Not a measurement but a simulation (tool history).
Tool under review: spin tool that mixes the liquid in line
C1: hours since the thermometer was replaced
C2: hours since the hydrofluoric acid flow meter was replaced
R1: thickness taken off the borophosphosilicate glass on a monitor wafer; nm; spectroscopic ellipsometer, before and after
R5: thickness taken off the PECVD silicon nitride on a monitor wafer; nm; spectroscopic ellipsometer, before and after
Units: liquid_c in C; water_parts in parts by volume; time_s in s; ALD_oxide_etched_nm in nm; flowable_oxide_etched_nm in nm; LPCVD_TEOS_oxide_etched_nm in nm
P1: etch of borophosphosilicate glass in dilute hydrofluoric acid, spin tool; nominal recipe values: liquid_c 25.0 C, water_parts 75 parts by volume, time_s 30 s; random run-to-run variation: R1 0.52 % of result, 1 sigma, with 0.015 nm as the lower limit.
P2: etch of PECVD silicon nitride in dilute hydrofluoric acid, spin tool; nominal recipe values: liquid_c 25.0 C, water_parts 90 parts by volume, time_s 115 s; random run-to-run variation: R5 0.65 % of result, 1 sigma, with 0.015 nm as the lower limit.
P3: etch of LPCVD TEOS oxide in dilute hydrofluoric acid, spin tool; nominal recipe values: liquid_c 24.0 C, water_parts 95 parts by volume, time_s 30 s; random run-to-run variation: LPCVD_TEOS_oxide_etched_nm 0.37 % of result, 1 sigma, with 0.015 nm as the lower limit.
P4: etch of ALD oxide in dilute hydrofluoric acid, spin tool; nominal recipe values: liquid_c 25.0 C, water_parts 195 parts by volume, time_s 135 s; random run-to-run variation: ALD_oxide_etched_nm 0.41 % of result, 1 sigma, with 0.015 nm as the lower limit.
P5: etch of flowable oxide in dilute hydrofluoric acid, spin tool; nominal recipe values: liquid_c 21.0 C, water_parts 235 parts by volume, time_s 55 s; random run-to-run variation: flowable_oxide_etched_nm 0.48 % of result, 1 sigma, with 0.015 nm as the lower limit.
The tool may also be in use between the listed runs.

run 1 hour=5.4 | process=P1 liquid_c=25.0 water_parts=75 time_s=30 | C1=666.4 C2=670.5 | R1=17.7800
run 2 hour=14.7 | process=P1 liquid_c=25.0 water_parts=75 time_s=30 | C1=675.7 C2=679.8 | R1=18.0190
run 3 hour=22.2 | process=P4 liquid_c=25.0 water_parts=50 time_s=135 | C1=683.2 C2=687.3 | ALD_oxide_etched_nm=62.7950
run 4 hour=27.3 | process=P1 liquid_c=25.0 water_parts=75 time_s=15 | C1=688.3 C2=692.4 | R1=8.8946
run 5 hour=34.9 | process=P1 liquid_c=25.0 water_parts=20 time_s=30 | C1=695.9 C2=700.0 | R1=71.9700
run 6 hour=39.5 | process=P5 liquid_c=17.0 water_parts=235 time_s=55 | C1=700.5 C2=704.6 | flowable_oxide_etched_nm=4.7572
run 7 hour=44.2 | process=P1 liquid_c=25.0 water_parts=75 time_s=30 | C1=705.2 C2=709.3 | R1=17.7310
run 8 hour=50.9 | process=P3 liquid_c=24.0 water_parts=95 time_s=30 | C1=711.9 C2=716.0 | LPCVD_TEOS_oxide_etched_nm=8.4412
run 9 hour=56.6 | process=P3 liquid_c=24.0 water_parts=95 time_s=30 | C1=717.6 C2=721.7 | LPCVD_TEOS_oxide_etched_nm=8.4692
run 10 hour=62.8 | process=P5 liquid_c=21.0 water_parts=90 time_s=55 | C1=723.8 C2=727.9 | flowable_oxide_etched_nm=16.7730
run 11 hour=67.9 | process=P3 liquid_c=24.0 water_parts=135 time_s=30 | C1=728.9 C2=733.0 | LPCVD_TEOS_oxide_etched_nm=5.6838
run 12 hour=77.8 | process=P1 liquid_c=19.5 water_parts=75 time_s=30 | C1=738.8 C2=742.9 | R1=14.1170
run 13 hour=86.2 | process=P3 liquid_c=18.5 water_parts=95 time_s=30 | C1=747.2 C2=751.3 | LPCVD_TEOS_oxide_etched_nm=6.7812
run 14 hour=93.2 | process=P1 liquid_c=25.0 water_parts=75 time_s=30 | C1=754.2 C2=758.3 | R1=17.7730
run 15 hour=98.6 | process=P1 liquid_c=29.0 water_parts=75 time_s=60 | C1=759.6 C2=763.7 | R1=41.5860
run 16 hour=106.0 | process=P5 liquid_c=21.0 water_parts=235 time_s=85 | C1=767.0 C2=771.1 | flowable_oxide_etched_nm=8.5334
run 17 hour=112.8 | process=P1 liquid_c=18.5 water_parts=115 time_s=30 | C1=773.8 C2=777.9 | R1=8.4816
run 18 hour=121.0 | process=P4 liquid_c=25.0 water_parts=195 time_s=135 | C1=782.0 C2=786.1 | ALD_oxide_etched_nm=13.5000
run 19 hour=125.5 | process=P5 liquid_c=21.0 water_parts=235 time_s=55 | C1=786.5 C2=790.6 | flowable_oxide_etched_nm=5.5654
run 20 hour=132.1 | process=P1 liquid_c=25.0 water_parts=75 time_s=30 | C1=793.1 C2=797.2 | R1=17.8620
run 21 hour=141.2 | process=P2 liquid_c=30.5 water_parts=90 time_s=115 | C1=802.2 C2=806.3 | R5=6.8886
run 22 hour=147.8 | process=P1 liquid_c=25.0 water_parts=75 time_s=30 | C1=808.8 C2=812.9 | R1=17.8690
run 23 hour=155.6 | process=P1 liquid_c=25.0 water_parts=75 time_s=30 | C1=816.6 C2=820.7 | R1=17.8080
run 24 hour=163.4 | process=P1 liquid_c=28.5 water_parts=75 time_s=30 | C1=824.4 C2=828.5 | R1=20.4510
run 25 hour=170.6 | process=P1 liquid_c=25.0 water_parts=115 time_s=30 | C1=831.6 C2=835.7 | R1=11.1230
run 26 hour=177.2 | process=P4 liquid_c=25.0 water_parts=195 time_s=20 | C1=838.2 C2=842.3 | ALD_oxide_etched_nm=2.0059
run 27 hour=183.9 | process=P5 liquid_c=21.0 water_parts=235 time_s=55 | C1=844.9 C2=849.0 | flowable_oxide_etched_nm=5.5041
run 28 hour=189.5 | process=P2 liquid_c=25.0 water_parts=90 time_s=115 | C1=850.5 C2=854.6 | R5=4.7836
run 29 hour=194.7 | process=P4 liquid_c=32.0 water_parts=195 time_s=135 | C1=855.7 C2=859.8 | ALD_oxide_etched_nm=17.3320
run 30 hour=203.5 | process=P1 liquid_c=25.0 water_parts=75 time_s=60 | C1=864.5 C2=868.6 | R1=35.3230
run 31 hour=213.2 | process=P2 liquid_c=25.0 water_parts=30 time_s=115 | C1=874.2 C2=878.3 | R5=14.0700
run 32 hour=222.3 | process=P2 liquid_c=25.0 water_parts=90 time_s=195 | C1=883.3 C2=887.4 | R5=8.1670
run 33 hour=231.0 | process=P3 liquid_c=24.0 water_parts=95 time_s=60 | C1=892.0 C2=896.1 | LPCVD_TEOS_oxide_etched_nm=16.9830
run 34 hour=239.5 | process=P1 liquid_c=25.0 water_parts=75 time_s=30 | C1=900.5 C2=904.6 | R1=17.8640
run 35 hour=248.9 | process=P1 liquid_c=25.0 water_parts=75 time_s=30 | C1=909.9 C2=914.0 | R1=17.2540
run 36 hour=256.4 | process=P1 liquid_c=25.0 water_parts=75 time_s=30 | C1=917.4 C2=921.5 | R1=16.9300
run 37 hour=261.2 | process=P1 liquid_c=25.0 water_parts=75 time_s=30 | C1=922.2 C2=926.3 | R1=17.0480
run 38 hour=269.5 | process=P1 liquid_c=25.0 water_parts=75 time_s=30 | C1=930.5 C2=934.6 | R1=16.7040
run 39 hour=278.2 | process=P1 liquid_c=25.0 water_parts=75 time_s=30 | C1=939.2 C2=943.3 | R1=16.6500
run 40 hour=284.8 | process=P1 liquid_c=25.0 water_parts=75 time_s=30 | C1=945.8 C2=949.9 | R1=16.6230
run 41 hour=293.0 | process=P1 liquid_c=25.0 water_parts=75 time_s=30 | C1=954.0 C2=958.1 | R1=16.6290
run 42 hour=298.1 | process=P1 liquid_c=25.0 water_parts=75 time_s=30 | C1=959.1 C2=963.2 | R1=16.5350
run 43 hour=303.3 | process=P1 liquid_c=25.0 water_parts=75 time_s=30 | C1=964.3 C2=968.4 | R1=16.5760

What P1 gives has crept off from where it sat before. The 2 causes that follow fit the log equally well, each at the size noted:
A: hydrofluoric acid flow below the setpoint (%) = 6.3
B: liquid colder than its thermometer reads (K) = 1.78
The process output started creeping at around hour 239.5.

Of the 4 check runs listed below, each run on one wafer and each result written as a question mark, which would let you distinguish the listed causes because they would give clearly different results?
run check 1 hour=308.5 | process=P4 liquid_c=25.0 water_parts=95 time_s=135 | ALD_oxide_etched_nm=?
run check 2 hour=308.5 | process=P5 liquid_c=17.0 water_parts=235 time_s=55 | flowable_oxide_etched_nm=?
run check 3 hour=308.5 | process=P2 liquid_c=25.0 water_parts=90 time_s=190 | R5=?
run check 4 hour=308.5 | process=P3 liquid_c=24.0 water_parts=125 time_s=45 | LPCVD_TEOS_oxide_etched_nm=?

If the cause were each of the candidates in turn, the checks would give the following:
check=check_1 result=ALD_oxide_etched_nm if_A=28.9470 if_B=29.0180
check=check_2 result=flowable_oxide_etched_nm if_A=4.3979 if_B=4.4356
check=check_3 result=R5 if_A=7.4836 if_B=7.0948
check=check_4 result=LPCVD_TEOS_oxide_etched_nm if_A=8.6644 if_B=8.7084
Distance between the nearest two causes, measured in the result of the check that separates them most: check 1 0.24 %; check 2 0.85 %; check 3 5.34 %; check 4 0.51 %
Check 3 tells the causes apart: in the others they would give nearly the same result.

Check 3 has now been run. It gave: R5 7.4492 nm. Which of the candidate causes is it?

It was cause A: hydrofluoric acid flow below the setpoint (%).

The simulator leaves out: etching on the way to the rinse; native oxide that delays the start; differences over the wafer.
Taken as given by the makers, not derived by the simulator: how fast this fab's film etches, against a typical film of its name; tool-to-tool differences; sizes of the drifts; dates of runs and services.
